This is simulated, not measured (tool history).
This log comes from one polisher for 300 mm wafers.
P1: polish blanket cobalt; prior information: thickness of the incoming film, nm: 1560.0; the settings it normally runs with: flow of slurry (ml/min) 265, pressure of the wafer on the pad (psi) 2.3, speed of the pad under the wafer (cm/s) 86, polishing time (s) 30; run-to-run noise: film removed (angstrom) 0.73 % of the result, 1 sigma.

| run | hour | flow of slurry (ml/min) | pressure of the wafer on the pad (psi) | speed of the pad under the wafer (cm/s) | polishing time (s) | wafers polished on this pad | hours since the slurry nozzle was cleaned | hours since the head pressure was calibrated | film removed (angstrom) |
|---|---|---|---|---|---|---|---|---|---|
| 1 | 4.8 | 265 | 2.3 | 86 | 30 | 244 | 190.1 | 347.6 | 1498.80 |
| 2 | 9.0 | 265 | 1.0 | 86 | 30 | 273 | 194.3 | 351.8 | 660.23 |
| 3 | 14.2 | 265 | 2.3 | 86 | 18 | 307 | 199.5 | 357.0 | 909.74 |
| 4 | 18.8 | 160 | 1.5 | 86 | 30 | 338 | 204.1 | 361.6 | 916.93 |
| 5 | 23.3 | 265 | 2.3 | 134 | 30 | 368 | 208.6 | 366.1 | 2346.10 |
| 6 | 28.9 | 265 | 2.3 | 86 | 30 | 406 | 214.2 | 371.7 | 1498.00 |
| 7 | 32.0 | 265 | 2.3 | 44 | 30 | 427 | 217.3 | 374.8 | 767.22 |
| 8 | 35.3 | 265 | 2.3 | 118 | 42 | 449 | 220.6 | 378.1 | 2921.60 |
| 9 | 38.3 | 360 | 2.3 | 86 | 30 | 469 | 223.6 | 381.1 | 1548.90 |
| 10 | 41.6 | 265 | 2.3 | 86 | 39 | 491 | 226.9 | 384.4 | 1953.90 |
| 11 | 44.1 | 265 | 2.3 | 86 | 30 | 508 | 229.4 | 386.9 | 1504.00 |
| 12 | 46.6 | 265 | 3.6 | 86 | 30 | 525 | 231.9 | 389.4 | 2344.20 |
| 13 | 51.6 | 265 | 2.3 | 86 | 30 | 558 | 236.9 | 394.4 | 1501.00 |
| 14 | 57.3 | 160 | 2.3 | 86 | 30 | 597 | 242.6 | 400.1 | 1395.80 |
| 15 | 61.9 | 265 | 2.3 | 86 | 30 | 627 | 247.2 | 404.7 | 1508.50 |
| 16 | 65.3 | 265 | 2.3 | 86 | 30 | 650 | 250.6 | 408.1 | 1477.60 |
| 17 | 70.9 | 265 | 2.3 | 86 | 30 | 688 | 256.2 | 413.7 | 1459.20 |
| 18 | 75.8 | 265 | 2.3 | 86 | 30 | 721 | 261.1 | 418.6 | 1454.90 |

Run 19 is up next; what results do you expect?
|  | 77.8 | worn pad replaced by a new one |
| 19 | 79.7 | 265 | 2.3 | 86 | 30 | 13 | 265.0 | 422.5 | ? |

Run 19 measured film removed (angstrom) 1442.70.

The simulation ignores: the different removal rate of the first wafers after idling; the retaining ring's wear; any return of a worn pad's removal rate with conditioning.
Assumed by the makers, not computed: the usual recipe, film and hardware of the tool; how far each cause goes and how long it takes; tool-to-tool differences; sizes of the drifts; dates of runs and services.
